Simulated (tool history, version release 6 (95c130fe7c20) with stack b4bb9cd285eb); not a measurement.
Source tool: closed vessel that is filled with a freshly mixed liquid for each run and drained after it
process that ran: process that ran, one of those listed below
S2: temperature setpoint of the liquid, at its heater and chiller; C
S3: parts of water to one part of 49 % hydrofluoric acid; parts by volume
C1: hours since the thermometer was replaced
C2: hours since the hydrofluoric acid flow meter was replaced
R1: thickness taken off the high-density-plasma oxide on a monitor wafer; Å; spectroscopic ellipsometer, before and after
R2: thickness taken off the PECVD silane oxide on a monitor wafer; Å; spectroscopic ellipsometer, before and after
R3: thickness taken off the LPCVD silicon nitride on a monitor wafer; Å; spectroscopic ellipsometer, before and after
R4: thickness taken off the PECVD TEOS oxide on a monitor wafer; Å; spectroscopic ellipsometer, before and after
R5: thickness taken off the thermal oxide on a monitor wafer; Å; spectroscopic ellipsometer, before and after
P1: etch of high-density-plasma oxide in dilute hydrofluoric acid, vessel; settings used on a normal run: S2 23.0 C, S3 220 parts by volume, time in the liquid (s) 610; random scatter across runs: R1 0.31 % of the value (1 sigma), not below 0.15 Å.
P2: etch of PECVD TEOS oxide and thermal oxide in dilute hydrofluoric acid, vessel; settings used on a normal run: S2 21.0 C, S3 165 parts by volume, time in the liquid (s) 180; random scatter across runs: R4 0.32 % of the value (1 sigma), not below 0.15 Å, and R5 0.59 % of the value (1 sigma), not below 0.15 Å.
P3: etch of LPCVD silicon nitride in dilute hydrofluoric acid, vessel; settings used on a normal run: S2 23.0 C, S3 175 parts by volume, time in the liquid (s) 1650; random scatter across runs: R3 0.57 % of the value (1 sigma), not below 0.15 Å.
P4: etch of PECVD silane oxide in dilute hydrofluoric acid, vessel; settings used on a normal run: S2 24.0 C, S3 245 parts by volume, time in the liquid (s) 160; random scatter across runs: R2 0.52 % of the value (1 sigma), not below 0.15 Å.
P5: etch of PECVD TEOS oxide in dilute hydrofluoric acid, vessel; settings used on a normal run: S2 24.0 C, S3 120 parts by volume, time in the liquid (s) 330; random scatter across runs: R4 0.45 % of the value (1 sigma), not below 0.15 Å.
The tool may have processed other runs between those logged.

run 1 day=0.221 | process_that_ran=P1 S2=23.0 S3=220 time_in_the_liquid_(s)=610 | C1=701.3 C2=694.0 | R1=134.770
run 2 day=0.692 | process_that_ran=P1 S2=23.0 S3=220 time_in_the_liquid_(s)=610 | C1=712.6 C2=705.3 | R1=135.260
run 3 day=1.083 | process_that_ran=P1 S2=23.0 S3=115 time_in_the_liquid_(s)=610 | C1=722.0 C2=714.7 | R1=291.300
run 4 day=1.371 | process_that_ran=P4 S2=24.0 S3=145 time_in_the_liquid_(s)=160 | C1=728.9 C2=721.6 | R2=199.62
run 5 day=1.775 | process_that_ran=P3 S2=23.0 S3=325 time_in_the_liquid_(s)=1650 | C1=738.6 C2=731.3 | R3=22.022
run 6 day=2.033 | process_that_ran=P1 S2=23.0 S3=220 time_in_the_liquid_(s)=970 | C1=744.8 C2=737.5 | R1=214.940
run 7 day=2.462 | process_that_ran=P4 S2=24.0 S3=245 time_in_the_liquid_(s)=250 | C1=755.1 C2=747.8 | R2=166.26
run 8 day=2.696 | process_that_ran=P3 S2=23.0 S3=175 time_in_the_liquid_(s)=2815 | C1=760.7 C2=753.4 | R3=68.832
run 9 day=3.108 | process_that_ran=P2 S2=21.0 S3=65 time_in_the_liquid_(s)=180 | C1=770.6 C2=763.3 | R4=385.300 R5=126.6600
run 10 day=3.575 | process_that_ran=P1 S2=17.0 S3=115 time_in_the_liquid_(s)=610 | C1=781.8 C2=774.5 | R1=227.200
run 11 day=4.083 | process_that_ran=P1 S2=23.0 S3=220 time_in_the_liquid_(s)=325 | C1=794.0 C2=786.7 | R1=72.033
run 12 day=4.571 | process_that_ran=P2 S2=17.0 S3=165 time_in_the_liquid_(s)=180 | C1=805.7 C2=798.4 | R4=115.180 R5=37.6900
run 13 day=5.050 | process_that_ran=P1 S2=23.0 S3=220 time_in_the_liquid_(s)=610 | C1=817.2 C2=809.9 | R1=134.730
run 14 day=5.404 | process_that_ran=P5 S2=24.0 S3=120 time_in_the_liquid_(s)=330 | C1=825.7 C2=818.4 | R4=268.460
run 15 day=5.683 | process_that_ran=P3 S2=23.0 S3=175 time_in_the_liquid_(s)=1650 | C1=832.4 C2=825.1 | R3=40.519
run 16 day=6.054 | process_that_ran=P1 S2=23.0 S3=220 time_in_the_liquid_(s)=610 | C1=841.3 C2=834.0 | R1=135.010
run 17 day=6.275 | process_that_ran=P1 S2=17.0 S3=220 time_in_the_liquid_(s)=610 | C1=846.6 C2=839.3 | R1=107.380
run 18 day=6.758 | process_that_ran=P1 S2=23.0 S3=390 time_in_the_liquid_(s)=610 | C1=858.2 C2=850.9 | R1=64.552
run 19 day=7.183 | process_that_ran=P2 S2=21.0 S3=165 time_in_the_liquid_(s)=180 | C1=868.4 C2=861.1 | R4=135.400 R5=44.0700
run 20 day=7.633 | process_that_ran=P5 S2=24.0 S3=175 time_in_the_liquid_(s)=330 | C1=879.2 C2=871.9 | R4=173.250
run 21 day=7.912 | process_that_ran=P2 S2=21.0 S3=165 time_in_the_liquid_(s)=30 | C1=885.9 C2=878.6 | R4=22.576 R5=7.4315
run 22 day=8.158 | process_that_ran=P5 S2=24.0 S3=120 time_in_the_liquid_(s)=30 | C1=891.8 C2=884.5 | R4=24.516
run 23 day=8.575 | process_that_ran=P1 S2=19.5 S3=220 time_in_the_liquid_(s)=885 | C1=901.8 C2=894.5 | R1=170.810
run 24 day=8.812 | process_that_ran=P5 S2=24.0 S3=120 time_in_the_liquid_(s)=330 | C1=907.5 C2=900.2 | R4=266.340
-- day=9.029 hydrofluoric acid flow meter replaced
run 25 day=9.142 | process_that_ran=P4 S2=24.0 S3=245 time_in_the_liquid_(s)=160 | C1=915.4 C2=2.8 | R2=105.62
run 26 day=9.442 | process_that_ran=P5 S2=27.5 S3=120 time_in_the_liquid_(s)=330 | C1=922.6 C2=10.0 | R4=303.050
run 27 day=9.812 | process_that_ran=P1 S2=30.0 S3=220 time_in_the_liquid_(s)=610 | C1=931.5 C2=18.9 | R1=174.170
run 28 day=10.212 | process_that_ran=P3 S2=17.0 S3=175 time_in_the_liquid_(s)=1650 | C1=941.1 C2=28.5 | R3=26.611
run 29 day=10.533 | process_that_ran=P1 S2=23.0 S3=220 time_in_the_liquid_(s)=610 | C1=948.8 C2=36.2 | R1=134.830
run 30 day=10.879 | process_that_ran=P4 S2=31.0 S3=245 time_in_the_liquid_(s)=160 | C1=957.1 C2=44.5 | R2=136.26
run 31 day=11.133 | process_that_ran=P1 S2=17.0 S3=220 time_in_the_liquid_(s)=975 | C1=963.2 C2=50.6 | R1=171.870
run 32 day=11.400 | process_that_ran=P1 S2=23.0 S3=220 time_in_the_liquid_(s)=610 | C1=969.6 C2=57.0 | R1=135.220
run 33 day=11.667 | process_that_ran=P1 S2=23.0 S3=220 time_in_the_liquid_(s)=610 | C1=976.0 C2=63.4 | R1=137.900
run 34 day=12.108 | process_that_ran=P1 S2=23.0 S3=220 time_in_the_liquid_(s)=610 | C1=986.6 C2=74.0 | R1=141.670
run 35 day=12.546 | process_that_ran=P1 S2=23.0 S3=220 time_in_the_liquid_(s)=610 | C1=997.1 C2=84.5 | R1=142.790
run 36 day=13.042 | process_that_ran=P1 S2=23.0 S3=220 time_in_the_liquid_(s)=610 | C1=1009.0 C2=96.4 | R1=144.470
run 37 day=13.367 | process_that_ran=P1 S2=23.0 S3=220 time_in_the_liquid_(s)=610 | C1=1016.8 C2=104.2 | R1=144.070
run 38 day=13.608 | process_that_ran=P1 S2=23.0 S3=220 time_in_the_liquid_(s)=610 | C1=1022.6 C2=110.0 | R1=144.870
run 39 day=14.092 | process_that_ran=P1 S2=23.0 S3=220 time_in_the_liquid_(s)=610 | C1=1034.2 C2=121.6 | R1=144.370

What P1 gives has crept off from where it sat before. The 2 causes that follow fit the log equally well, each at the size noted:
A: liquid hotter than its thermometer reads (K) = 1.96
B: hydrofluoric acid flow above the setpoint (%) = 6.02
The creep began at about day 11.400.

4 check runs are offered, one wafer each, their results left as question marks. Which one tells the causes apart?
run check 1 day=14.575 | process_that_ran=P3 S2=23.0 S3=175 time_in_the_liquid_(s)=1650 | R3=?
run check 2 day=14.575 | process_that_ran=P4 S2=24.0 S3=245 time_in_the_liquid_(s)=160 | R2=?
run check 3 day=14.575 | process_that_ran=P5 S2=24.0 S3=120 time_in_the_liquid_(s)=330 | R4=?
run check 4 day=14.575 | process_that_ran=P2 S2=21.0 S3=165 time_in_the_liquid_(s)=180 | R4=? R5=?

Outcome of each check run for each possible cause:
check=check_1 result=R3 if_A=45.730 if_B=42.742
check=check_2 result=R2 if_A=114.34 if_B=114.71
check=check_3 result=R4 if_A=287.790 if_B=285.150
check=check_4 result=R4 if_A=146.450 if_B=145.370
check=check_4 result=R5 if_A=47.7220 if_B=47.3700
Smallest distance between any two causes, each pair judged by its most separating result, in per cent: check 1 6.76 %; check 2 0.32 %; check 3 0.92 %; check 4 0.74 %
Check 1 tells the causes apart: in the others they would give nearly the same result.

Here is what check 1 returned: R3 45.772 Å. Which cause is it?

It is A: liquid hotter than its thermometer reads (K).
